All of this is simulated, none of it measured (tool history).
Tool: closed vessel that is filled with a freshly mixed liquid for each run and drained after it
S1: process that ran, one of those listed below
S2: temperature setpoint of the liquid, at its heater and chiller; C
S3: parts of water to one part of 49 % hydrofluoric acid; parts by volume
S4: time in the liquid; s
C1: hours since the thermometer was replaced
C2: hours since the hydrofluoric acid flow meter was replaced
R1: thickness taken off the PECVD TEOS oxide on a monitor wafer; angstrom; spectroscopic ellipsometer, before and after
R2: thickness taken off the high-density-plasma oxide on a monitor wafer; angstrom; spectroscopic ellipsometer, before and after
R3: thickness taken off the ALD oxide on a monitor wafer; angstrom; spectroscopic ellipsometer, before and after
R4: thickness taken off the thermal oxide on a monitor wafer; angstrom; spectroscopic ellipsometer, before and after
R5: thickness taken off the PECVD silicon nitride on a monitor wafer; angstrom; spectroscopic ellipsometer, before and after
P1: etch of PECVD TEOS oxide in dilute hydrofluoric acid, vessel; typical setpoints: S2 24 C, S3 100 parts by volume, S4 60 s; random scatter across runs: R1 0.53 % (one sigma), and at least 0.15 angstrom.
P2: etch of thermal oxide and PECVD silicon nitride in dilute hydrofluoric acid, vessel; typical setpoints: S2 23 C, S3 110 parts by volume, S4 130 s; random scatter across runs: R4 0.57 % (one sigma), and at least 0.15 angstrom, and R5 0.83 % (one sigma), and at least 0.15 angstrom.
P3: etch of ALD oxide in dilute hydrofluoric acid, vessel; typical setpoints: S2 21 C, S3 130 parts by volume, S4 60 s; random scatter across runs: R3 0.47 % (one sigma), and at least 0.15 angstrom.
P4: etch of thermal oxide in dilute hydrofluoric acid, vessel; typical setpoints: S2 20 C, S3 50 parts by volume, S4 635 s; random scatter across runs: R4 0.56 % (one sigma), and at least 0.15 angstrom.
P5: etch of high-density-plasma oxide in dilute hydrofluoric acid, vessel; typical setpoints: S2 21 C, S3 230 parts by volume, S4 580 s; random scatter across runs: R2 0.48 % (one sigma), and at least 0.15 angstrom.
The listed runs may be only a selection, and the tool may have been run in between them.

run	hour	S1	S2	S3	S4	C1	C2	R1	R2	R3	R4	R5
1	13.6	P1	24	100	60	768.4	1094.3	139.64				
2	26.5	P1	24	155	60	781.3	1107.2	83.504				
3	38	P5	17	230	580	792.8	1118.7		85.627			
4	52.5	P1	24	100	30	807.3	1133.2	68.957				
5	62.7	P3	21	190	60	817.5	1143.4			80.976		
6	73.4	P1	24	20	30	828.2	1154.1	381.98				
7	84.4	P2	23	110	130	839.2	1165.1				52.524	26.606
8	96.2	P5	21	230	115	851	1176.9		19.92			
9	104.3	P1	18.5	100	105	859.1	1185	193.88				
10	118.1	P2	23	110	255	872.9	1198.8				102.53	51.598
11	132	P5	21	230	580	886.8	1212.7		99.467			
12	146.3	P3	21	130	30	901.1	1227			63.715		
13	157.3	P1	24	100	60	912.1	1238	139.93				
14	165	P3	21	130	60	919.8	1245.7			126.2		
15	178.9	P2	18	110	130	933.7	1259.6				42.786	18.801
16	191.9	P1	24	25	60	946.7	1272.6	609.9				
17	204.5	P4	26.5	50	635	959.3	1285.2				672.75	
18	212	P1	31.5	100	60	966.8	1292.7	184.5				
19	224.9	P1	24	100	105	979.7	1305.6	240.43				
20	237.9	P4	20	20	635	992.7	1318.6				1326.9	
21	248.4	P4	20	50	285	1003.2	1329.1				232.88	
22	257.8	P3	17	130	60	1012.6	1338.5			107.62		
23	272.1	P1	24	100	60	1026.9	1352.8	136.12				
24	282.7	P1	19	100	60	1037.5	1363.4	111.88				

Estimate the outcome of run 25 from the log above:
25	296.7	P3	21	130	60	1051.5	1377.4			?		

{"run 25": {"R3": 126.96}}
